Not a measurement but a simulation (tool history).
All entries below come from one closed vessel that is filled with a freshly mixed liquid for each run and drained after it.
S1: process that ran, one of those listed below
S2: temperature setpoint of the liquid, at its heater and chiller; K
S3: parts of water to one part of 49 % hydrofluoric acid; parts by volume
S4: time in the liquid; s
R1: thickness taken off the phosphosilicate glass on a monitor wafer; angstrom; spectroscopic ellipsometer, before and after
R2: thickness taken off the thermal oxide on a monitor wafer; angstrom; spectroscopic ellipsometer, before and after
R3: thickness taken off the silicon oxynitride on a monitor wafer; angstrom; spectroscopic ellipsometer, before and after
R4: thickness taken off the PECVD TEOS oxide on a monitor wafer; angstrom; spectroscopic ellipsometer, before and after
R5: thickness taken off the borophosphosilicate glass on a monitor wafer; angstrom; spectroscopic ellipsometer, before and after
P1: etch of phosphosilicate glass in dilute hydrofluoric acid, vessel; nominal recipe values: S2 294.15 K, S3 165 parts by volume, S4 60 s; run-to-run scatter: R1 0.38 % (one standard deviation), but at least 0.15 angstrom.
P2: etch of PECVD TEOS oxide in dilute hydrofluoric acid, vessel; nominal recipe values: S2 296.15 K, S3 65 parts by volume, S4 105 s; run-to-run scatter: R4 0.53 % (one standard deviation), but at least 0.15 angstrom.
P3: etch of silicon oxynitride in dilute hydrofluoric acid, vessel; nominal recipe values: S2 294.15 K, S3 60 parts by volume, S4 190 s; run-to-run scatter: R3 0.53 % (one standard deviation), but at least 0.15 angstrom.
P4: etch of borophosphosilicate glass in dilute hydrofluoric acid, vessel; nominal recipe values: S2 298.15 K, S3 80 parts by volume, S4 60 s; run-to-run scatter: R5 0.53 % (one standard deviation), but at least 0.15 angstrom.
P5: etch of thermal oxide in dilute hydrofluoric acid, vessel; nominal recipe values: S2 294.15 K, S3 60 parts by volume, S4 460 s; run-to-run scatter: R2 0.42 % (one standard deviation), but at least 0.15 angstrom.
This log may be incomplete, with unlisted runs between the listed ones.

| run | hour | S1 | S2 | S3 | S4 | R1 | R2 | R3 | R4 | R5 |
|---|---|---|---|---|---|---|---|---|---|---|
| 1 | 15 | P1 | 294.15 | 165 | 60 | 532.08 |  |  |  |  |
| 2 | 28.3 | P5 | 294.15 | 60 | 90 |  | 69.25 |  |  |  |
| 3 | 40.6 | P1 | 294.15 | 165 | 60 | 534.06 |  |  |  |  |
| 4 | 54.8 | P3 | 290.15 | 60 | 190 |  |  | 69.605 |  |  |
| 5 | 62 | P2 | 290.15 | 65 | 105 |  |  |  | 294.32 |  |
| 6 | 70.9 | P1 | 294.15 | 165 | 60 | 533.27 |  |  |  |  |
| 7 | 79 | P4 | 298.15 | 125 | 60 |  |  |  |  | 226 |
| 8 | 86.9 | P1 | 294.15 | 85 | 95 | 1784.6 |  |  |  |  |
| 9 | 97.1 | P5 | 300.15 | 60 | 460 |  | 452.42 |  |  |  |
| 10 | 112.2 | P5 | 294.15 | 60 | 460 |  | 355.97 |  |  |  |
| 11 | 119.3 | P5 | 294.15 | 95 | 460 |  | 214.7 |  |  |  |
| 12 | 128.7 | P1 | 294.15 | 165 | 60 | 533.17 |  |  |  |  |
| 13 | 139.7 | P1 | 294.15 | 165 | 60 | 534.92 |  |  |  |  |
| 14 | 148.6 | P1 | 294.15 | 165 | 90 | 795.35 |  |  |  |  |
| 15 | 162.9 | P1 | 299.65 | 85 | 60 | 1406.2 |  |  |  |  |
| 16 | 172.3 | P4 | 305.65 | 80 | 60 |  |  |  |  | 501.39 |
| 17 | 183.2 | P1 | 294.15 | 45 | 60 | 2239.3 |  |  |  |  |
| 18 | 190.5 | P3 | 294.15 | 20 | 190 |  |  | 257.02 |  |  |
| 19 | 200 | P4 | 298.15 | 80 | 60 |  |  |  |  | 373.42 |
| 20 | 215.1 | P1 | 294.15 | 165 | 60 | 533.72 |  |  |  |  |
| 21 | 226.6 | P2 | 296.15 | 65 | 105 |  |  |  | 380.14 |  |
| 22 | 242.6 | P3 | 294.15 | 60 | 30 |  |  | 13 |  |  |
| 23 | 254.8 | P3 | 294.15 | 60 | 190 |  |  | 84.833 |  |  |
| 24 | 270.1 | P2 | 296.15 | 65 | 105 |  |  |  | 380.58 |  |
| 25 | 283.3 | P1 | 294.15 | 255 | 60 | 316.41 |  |  |  |  |

Run 26 comes next. What will it give?
| 26 | 291.1 | P2 | 296.15 | 65 | 175 |  |  |  | ? |  |

R4: 625.25 angstrom

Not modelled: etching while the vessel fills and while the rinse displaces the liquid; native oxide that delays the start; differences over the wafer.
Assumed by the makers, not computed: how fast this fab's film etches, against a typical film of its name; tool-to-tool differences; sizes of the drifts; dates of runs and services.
